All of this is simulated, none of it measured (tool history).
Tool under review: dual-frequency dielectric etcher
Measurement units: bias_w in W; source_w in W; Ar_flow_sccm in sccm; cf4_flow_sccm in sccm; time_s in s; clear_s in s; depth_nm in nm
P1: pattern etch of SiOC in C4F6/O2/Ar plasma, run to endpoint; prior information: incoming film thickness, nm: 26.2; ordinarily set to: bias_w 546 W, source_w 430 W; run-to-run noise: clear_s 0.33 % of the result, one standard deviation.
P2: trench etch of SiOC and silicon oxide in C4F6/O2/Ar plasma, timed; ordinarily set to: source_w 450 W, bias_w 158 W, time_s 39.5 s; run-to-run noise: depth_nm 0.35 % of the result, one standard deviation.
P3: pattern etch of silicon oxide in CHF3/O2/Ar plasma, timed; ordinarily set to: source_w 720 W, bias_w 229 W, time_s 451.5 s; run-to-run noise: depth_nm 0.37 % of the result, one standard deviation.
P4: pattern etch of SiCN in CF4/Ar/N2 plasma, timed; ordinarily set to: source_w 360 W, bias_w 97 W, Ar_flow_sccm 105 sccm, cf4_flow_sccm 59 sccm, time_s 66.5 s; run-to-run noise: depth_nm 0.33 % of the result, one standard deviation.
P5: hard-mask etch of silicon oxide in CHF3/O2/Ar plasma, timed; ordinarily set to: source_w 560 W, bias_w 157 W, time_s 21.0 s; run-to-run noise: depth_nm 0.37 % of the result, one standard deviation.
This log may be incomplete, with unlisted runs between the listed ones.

run   hour  process  bias_w  source_w  Ar_flow_sccm  cf4_flow_sccm  time_s  hours since the last wet clean  hours since the last bias power generator calibration  hours since the last source power generator calibration  clear_s  depth_nm
  1    5.0       P1     546       430                                                                146.8                                                  782.4                                                   1794.5   8.4354
  2    8.8       P4      97       360           135             59    66.5                           150.6                                                  786.2                                                   1798.3             51.167
  3   11.8       P1     546       430                                                                153.6                                                  789.2                                                   1801.3   8.4935
  4   16.3       P2     158       270                                 39.5                           158.1                                                  793.7                                                   1805.8             64.462
  5   19.3       P2     158       450                                 39.5                           161.1                                                  796.7                                                   1808.8             79.070
  6   25.0       P1     711       430                                                                166.8                                                  802.4                                                   1814.5   7.5728
  7   29.5       P1     362       430                                                                171.3                                                  806.9                                                   1819.0   9.8275
  8   33.7       P1     546       530                                                                175.5                                                  811.1                                                   1823.2   7.8189
  9   38.5       P1     343       340                                                                180.3                                                  815.9                                                   1828.0  11.0120
 10   42.9       P4      97       360           105             59    66.5                           184.7                                                  820.3                                                   1832.4             53.076
 11   48.4       P5     157       760                                 21.0                           190.2                                                  825.8                                                   1837.9             42.265
 12   51.5       P1     546       430                                                                193.3                                                  828.9                                                   1841.0   8.4240
 13   57.2       P1     546       330                                                                199.0                                                  834.6                                                   1846.7   9.3223
 14   62.5       P4      97       360           105             59    99.0                           204.3                                                  839.9                                                   1852.0             78.622
 15   65.9       P1     546       430                                                                207.7                                                  843.3                                                   1855.4   8.4321
 16   71.9       P1     420       290                                                                213.7                                                  849.3                                                   1861.4  10.8310
 17   77.2       P5     198       560                                 21.0                           219.0                                                  854.6                                                   1866.7             40.665
 18   82.7       P3     150       720                                451.5                           224.5                                                  860.1                                                   1872.2            882.920
 19   86.7       P5     157       560                                 21.0                           228.5                                                  864.1                                                   1876.2             37.673
 20   90.3       P5     157       560                                 21.0                           232.1                                                  867.7                                                   1879.8             37.765
 21   95.1       P1     546       430                                                                236.9                                                  872.5                                                   1884.6   8.4469
 22  100.4       P3     229       720                                451.5                           242.2                                                  877.8                                                   1889.9           1016.400
 23  103.9       P5     157       560                                 11.5                           245.7                                                  881.3                                                   1893.4             20.639
 24  109.7       P4      97       360           105             73    66.5                           251.5                                                  887.1                                                   1899.2             54.456
 25  114.5       P3     229       720                                625.5                           256.3                                                  891.9                                                   1904.0           1405.400
 26  118.1       P4      97       360           105             59    66.5                           259.9                                                  895.5                                                   1907.6             52.767
 27  123.9       P2     205       450                                 39.5                           265.7                                                  901.3                                                   1913.4             85.186
 28  128.7       P4      63       360           105             59    66.5                           270.5                                                  906.1                                                   1918.2             45.009
 29  132.7       P1     546       430                                                                274.5                                                  910.1                                                   1922.2   8.4567
 30  136.0       P2     158       450                                 27.0                           277.8                                                  913.4                                                   1925.5             54.452
 31  140.2       P3     229       440                                451.5                           282.0                                                  917.6                                                   1929.7            842.550
 32  145.2       P2     158       450                                 39.5                           287.0                                                  922.6                                                   1934.7             79.074
 33  149.3       P4      97       220           105             59    66.5                           291.1                                                  926.7                                                   1938.8             34.532
 34  154.3       P1     546       430                                                                296.1                                                  931.7                                                   1943.8   8.4382
 35  157.3       P1     546       430                                                                299.1                                                  934.7                                                   1946.8   8.4109
 36  161.9       P1     546       430                                                                303.7                                                  939.3                                                   1951.4   8.3563
 37  167.0       P1     546       430                                                                308.8                                                  944.4                                                   1956.5   8.3523
     167.3  -- wet clean of the chamber
 38  173.2       P1     546       430                                                                  5.9                                                  950.6                                                   1962.7   8.3084
 39  176.7       P1     546       430                                                                  9.4                                                  954.1                                                   1966.2   8.3252
 40  180.5       P1     546       430                                                                 13.2                                                  957.9                                                   1970.0   8.2999

What P1 gives has crept off from where it sat before. The 2 causes that follow fit the log equally well, each at the size noted:
A: bias power that arrives over what is set, % = 4.46
B: source power that arrives over what is set, % = 4.58
The onset of the drift is placed at about hour 154.3.
Why every other cause is out:
chamber walls in a state that raises the etch rate, %: serviced at hour 167.3, after the change had begun; the process did not return to its earlier output

4 check runs are offered, each on 2 wafers whose results are averaged, their results left as question marks. Which one tells the causes apart?
check 1  184.3       P2     205       450                                 39.5                                                                                                                                                                  ?
check 2  184.3       P3     190       720                                451.5                                                                                                                                                                  ?
check 3  184.3       P4      97       250           105             59    66.5                                                                                                                                                                  ?
check 4  184.3       P5     157       560                                 12.0                                                                                                                                                                  ?

How each check would come out, cause by cause:
  check    result     if A     if B
check 1  depth_nm   87.024   87.304
check 2  depth_nm  966.670  969.030
check 3  depth_nm   39.277   40.135
check 4  depth_nm   21.820   21.882
Gap, in per cent, between the two causes that each check separates least, read from the result that separates them most: check 1 0.32 %; check 2 0.24 %; check 3 2.16 %; check 4 0.29 %
The causes can be told apart only by check 3. The other checks would give nearly the same results under each of them.

Then check 3 was run and gave: depth_nm 40.014 nm. Which cause is it?

Of the candidate causes, it is B: source power that arrives over what is set, %.

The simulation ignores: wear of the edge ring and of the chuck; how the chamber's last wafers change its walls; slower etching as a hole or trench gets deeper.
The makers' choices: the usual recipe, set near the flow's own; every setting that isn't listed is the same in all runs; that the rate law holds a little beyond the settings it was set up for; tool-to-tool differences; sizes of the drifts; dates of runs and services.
